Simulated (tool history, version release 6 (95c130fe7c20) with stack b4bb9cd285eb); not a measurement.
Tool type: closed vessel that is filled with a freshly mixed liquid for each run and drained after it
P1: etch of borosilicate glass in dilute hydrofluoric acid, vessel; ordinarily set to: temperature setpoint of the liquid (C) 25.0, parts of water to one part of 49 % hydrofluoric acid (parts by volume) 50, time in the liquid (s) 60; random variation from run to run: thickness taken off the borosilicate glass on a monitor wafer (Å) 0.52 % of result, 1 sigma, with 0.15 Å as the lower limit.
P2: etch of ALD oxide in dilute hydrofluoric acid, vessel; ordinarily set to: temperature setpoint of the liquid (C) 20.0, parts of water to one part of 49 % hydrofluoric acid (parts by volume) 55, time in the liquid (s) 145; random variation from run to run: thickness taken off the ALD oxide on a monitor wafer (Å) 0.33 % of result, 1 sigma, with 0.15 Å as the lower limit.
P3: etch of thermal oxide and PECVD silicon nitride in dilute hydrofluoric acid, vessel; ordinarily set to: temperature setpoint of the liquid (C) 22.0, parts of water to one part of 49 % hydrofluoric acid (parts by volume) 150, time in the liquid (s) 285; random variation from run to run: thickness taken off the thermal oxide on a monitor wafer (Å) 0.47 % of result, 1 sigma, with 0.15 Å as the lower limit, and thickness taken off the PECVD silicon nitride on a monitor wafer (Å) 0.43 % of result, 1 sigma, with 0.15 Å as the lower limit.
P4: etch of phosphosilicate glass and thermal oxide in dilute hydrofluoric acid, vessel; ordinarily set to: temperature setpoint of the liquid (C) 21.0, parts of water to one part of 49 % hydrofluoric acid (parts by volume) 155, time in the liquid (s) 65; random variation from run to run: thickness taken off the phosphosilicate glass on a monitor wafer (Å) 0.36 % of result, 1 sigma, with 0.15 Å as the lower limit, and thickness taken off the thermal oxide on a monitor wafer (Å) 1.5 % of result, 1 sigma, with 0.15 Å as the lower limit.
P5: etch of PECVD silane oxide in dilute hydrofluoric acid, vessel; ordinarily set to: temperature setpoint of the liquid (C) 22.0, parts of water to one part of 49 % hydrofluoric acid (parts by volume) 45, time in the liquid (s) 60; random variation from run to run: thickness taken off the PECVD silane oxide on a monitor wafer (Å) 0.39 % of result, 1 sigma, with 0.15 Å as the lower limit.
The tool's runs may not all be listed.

run   hour  process that ran  temperature setpoint of the liquid (C)  parts of water to one part of 49 % hydrofluoric acid (parts by volume)  time in the liquid (s)  thickness taken off the borosilicate glass on a monitor wafer (Å)  thickness taken off the phosphosilicate glass on a monitor wafer (Å)  thickness taken off the thermal oxide on a monitor wafer (Å)  thickness taken off the ALD oxide on a monitor wafer (Å)  thickness taken off the PECVD silicon nitride on a monitor wafer (Å)  thickness taken off the PECVD silane oxide on a monitor wafer (Å)
  1    6.9                P1                                    25.0                                                                      50                      60                                                             526.08
  2   14.6                P1                                    31.0                                                                      50                      60                                                             674.87
  3   22.0                P4                                    29.0                                                                     155                      65                                                                                                                                   316.63                                                       22.1320
  4   29.7                P2                                    20.0                                                                      55                      30                                                                                                                                                                                                                                                           66.826
  5   40.0                P1                                    25.0                                                                      50                      60                                                             529.12
  6   47.0                P1                                    25.0                                                                      50                      30                                                             264.25
  7   57.0                P3                                    29.0                                                                     150                     285                                                                                                                                                                                               106.7300                                                                                                                         128.420
  8   67.4                P5                                    17.0                                                                      45                      60                                                                                                                                                                                                                                                                                                                                                                                                    435.60
  9   73.2                P1                                    25.0                                                                      50                      60                                                             524.30
 10   80.8                P4                                    21.0                                                                     155                      65                                                                                                                                   233.76                                                       16.3430
 11   86.1                P5                                    22.0                                                                      45                      60                                                                                                                                                                                                                                                                                                                                                                                                    536.52
 12   92.1                P1                                    25.0                                                                      50                     105                                                             919.58
 13   97.5                P5                                    22.0                                                                      20                      60                                                                                                                                                                                                                                                                                                                                                                                                   1250.70
 14  103.6                P3                                    22.0                                                                     275                     285                                                                                                                                                                                                39.3460                                                                                                                          44.625
 15  112.4                P4                                    21.0                                                                      25                      65                                                                                                                                  1682.60                                                      122.9700
 16  120.4                P3                                    22.0                                                                     150                     530                                                                                                                                                                                               153.1800                                                                                                                         152.090
 17  129.7                P3                                    22.0                                                                     150                     285                                                                                                                                                                                                82.3000                                                                                                                          82.698
 18  135.5                P2                                    17.0                                                                      55                     145                                                                                                                                                                                                                                                          281.730
 19  141.2                P4                                    21.0                                                                     155                      30                                                                                                                                   108.69                                                        7.9509
 20  148.3                P1                                    25.0                                                                      30                      60                                                             917.67
 21  153.9                P2                                    20.0                                                                      20                     145                                                                                                                                                                                                                                                          920.920
 22  164.3                P2                                    20.0                                                                      55                     145                                                                                                                                                                                                                                                          322.620
 23  174.5                P3                                    22.0                                                                     150                     285                                                                                                                                                                                                81.5090                                                                                                                          82.012
 24  182.6                P5                                    22.0                                                                      45                     100                                                                                                                                                                                                                                                                                                                                                                                                    902.37
 25  187.2                P1                                    25.0                                                                      70                      60                                                             371.61
     189.6  -- hydrofluoric acid flow meter replaced
 26  197.9                P1                                    25.0                                                                      50                      60                                                             528.71
 27  205.1                P1                                    17.0                                                                      50                      60                                                             375.05
 28  210.3                P1                                    32.5                                                                      50                     100                                                            1187.30
 29  215.3                P1                                    25.0                                                                      50                      60                                                             523.69
 30  224.6                P1                                    25.0                                                                      50                      60                                                             551.58
 31  232.2                P1                                    25.0                                                                      50                      60                                                             560.65
 32  239.0                P1                                    25.0                                                                      50                      60                                                             563.12
 33  247.2                P1                                    25.0                                                                      50                      60                                                             572.70
 34  252.1                P1                                    25.0                                                                      50                      60                                                             571.22
 35  258.4                P1                                    25.0                                                                      50                      60                                                             575.40

What P1 gives has crept off from where it sat before. The 2 causes that follow fit the log equally well, each at the size noted:
A: liquid hotter than its thermometer reads (K) = 2.01
B: hydrofluoric acid flow above the setpoint (%) = 7.93
At approximately hour 215.3, the process output began to creep.

Of the 4 check runs listed below, each run on one wafer and each result written as a question mark, which would let you distinguish the listed causes because they would give clearly different results?
check 1  264.7                P4                                    27.5                                                                      35                      65                                                                                                                                        ?                                                             ?
check 2  264.7                P3                                    22.0                                                                     250                     285                                                                                                                                                                                                      ?                                                                                                                               ?
check 3  264.7                P2                                    20.0                                                                      25                      50                                                                                                                                                                                                                                                                ?
check 4  264.7                P5                                    22.0                                                                      20                      95                                                                                                                                                                                                                                                                                                                                                                                                         ?

Outcome of each check run for each possible cause:
  check                                                                result      if A      if B
check 1  thickness taken off the phosphosilicate glass on a monitor wafer (Å)   1688.30   1686.80
check 1          thickness taken off the thermal oxide on a monitor wafer (Å)  121.0300  120.9200
check 2          thickness taken off the thermal oxide on a monitor wafer (Å)   47.7590   48.8020
check 2  thickness taken off the PECVD silicon nitride on a monitor wafer (Å)    56.329    53.516
check 3              thickness taken off the ALD oxide on a monitor wafer (Å)   275.130   273.020
check 4     thickness taken off the PECVD silane oxide on a monitor wafer (Å)   2162.90   2147.30
Per-check spread between the two closest causes, in the result where they differ most: check 1 0.09 %; check 2 5.12 %; check 3 0.77 %; check 4 0.72 %
The causes can be told apart only by check 2. The other checks would give nearly the same results under each of them.

The results of check 2 are: thickness taken off the thermal oxide on a monitor wafer (Å) 47.1000; thickness taken off the PECVD silicon nitride on a monitor wafer (Å) 56.265. Based on these, which of the listed causes is it?

It is A: liquid hotter than its thermometer reads (K).
